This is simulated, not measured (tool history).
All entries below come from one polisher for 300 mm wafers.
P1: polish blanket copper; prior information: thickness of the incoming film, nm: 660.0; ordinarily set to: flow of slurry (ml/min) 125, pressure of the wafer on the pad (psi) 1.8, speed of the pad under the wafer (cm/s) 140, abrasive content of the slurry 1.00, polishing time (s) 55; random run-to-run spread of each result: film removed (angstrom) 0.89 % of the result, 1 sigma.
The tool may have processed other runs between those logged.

run,hour,flow of slurry (ml/min),pressure of the wafer on the pad (psi),speed of the pad under the wafer (cm/s),abrasive content of the slurry,polishing time (s),wafers polished on this pad,hours since the slurry nozzle was cleaned,hours since the head pressure was calibrated,hours since the slurry blender was calibrated,film removed (angstrom)
1,2.8,125,1.8,140,1.00,55,499,376.5,632.3,112.5,1159.80
2,5.8,85,2.7,140,1.00,55,523,379.5,635.3,115.5,1556.90
3,8.4,125,1.8,140,1.00,40,544,382.1,637.9,118.1,841.04
4,13.3,125,1.8,140,1.35,55,583,387.0,642.8,123.0,1243.90
5,18.1,125,1.3,140,1.00,55,621,391.8,647.6,127.8,823.44
# hour 20.9: slurry blender recalibrated
6,23.5,125,1.8,140,0.75,55,663,397.2,653.0,2.7,1090.80
7,26.1,175,1.8,140,1.00,55,684,399.8,655.6,5.3,1233.60
# hour 29.1: head pressure recalibrated
8,30.7,125,1.8,64,1.00,55,720,404.4,1.6,9.9,527.06
9,35.4,125,1.8,140,1.00,55,758,409.1,6.3,14.6,1159.00
10,40.5,125,1.8,140,1.00,85,798,414.2,11.4,19.7,1811.30
11,45.6,75,1.8,140,1.00,55,839,419.3,16.5,24.8,1022.60
12,49.7,125,2.4,140,1.00,55,871,423.4,20.6,28.9,1554.60
13,53.9,125,1.8,140,1.00,55,904,427.6,24.8,33.1,1178.60
14,56.7,125,1.8,140,1.00,55,927,430.4,27.6,35.9,1154.00
15,59.4,125,1.8,218,1.00,55,948,433.1,30.3,38.6,1811.20
16,62.4,170,1.8,140,0.65,55,972,436.1,33.3,41.6,1112.60
17,68.0,125,1.8,140,1.00,55,1016,441.7,38.9,47.2,1156.50
18,71.3,125,1.8,140,1.00,55,1042,445.0,42.2,50.5,1134.00
19,75.9,125,1.8,140,1.00,55,1079,449.6,46.8,55.1,1115.80
20,79.6,125,1.8,140,1.00,55,1108,453.3,50.5,58.8,1097.20
21,84.1,125,1.8,140,1.00,55,1144,457.8,55.0,63.3,1048.70
# hour 86.4: slurry blender recalibrated
22,88.3,125,1.8,140,1.00,55,1177,462.0,59.2,1.9,1068.90
# hour 88.6: worn pad replaced by a new one
23,91.2,125,1.8,140,1.00,55,21,464.9,62.1,4.8,1043.20
24,94.5,125,1.8,140,1.00,55,47,468.2,65.4,8.1,1044.60
25,97.2,125,1.8,140,1.00,55,68,470.9,68.1,10.8,1045.90
26,101.2,125,1.8,140,1.00,55,100,474.9,72.1,14.8,1046.80
27,104.4,125,1.8,140,1.00,55,125,478.1,75.3,18.0,1050.70

What P1 gives has crept away from where it was. These 2 causes fit the log equally well, each at the size given:
A: head's pressure below its setpoint, % = 9.18
B: slurry flow missing at the pad, % = 32.4
The gradual shift began around hour 68.0.
Other possible causes, and why each is ruled out:
removal rate lost through wear of the pad, %: maintenance at hour 88.6, after the shift began, did not return the process to its former output
abrasive missing from the slurry, %: maintenance at hour 86.4, after the shift began, did not return the process to its former output

The 4 check runs listed below each average the results of 2 wafers, and their outcomes are marked with question marks. Under which run would the listed causes produce clearly different results?
check 1,107.6,125,2.2,140,1.30,55,,,,,?
check 2,107.6,75,1.8,140,1.25,55,,,,,?
check 3,107.6,125,2.2,140,1.00,81,,,,,?
check 4,107.6,125,1.8,76,1.00,55,,,,,?

What each check would give under each cause:
check,result,if A,if B
check 1,film removed (angstrom),1358.00,1358.20
check 2,film removed (angstrom),964.78,915.99
check 3,film removed (angstrom),1889.00,1889.30
check 4,film removed (angstrom),569.69,569.78
Distance between the nearest two causes, measured in the result of the check that separates them most: check 1 0.02 %; check 2 5.19 %; check 3 0.02 %; check 4 0.02 %
Of the check runs offered, only check 2 discriminates between the causes; the rest would read about the same regardless of which cause applies.

Check 2 was then run and gave: film removed (angstrom) 916.18. Which cause is it?

The correct cause is B, namely: slurry flow missing at the pad, %.

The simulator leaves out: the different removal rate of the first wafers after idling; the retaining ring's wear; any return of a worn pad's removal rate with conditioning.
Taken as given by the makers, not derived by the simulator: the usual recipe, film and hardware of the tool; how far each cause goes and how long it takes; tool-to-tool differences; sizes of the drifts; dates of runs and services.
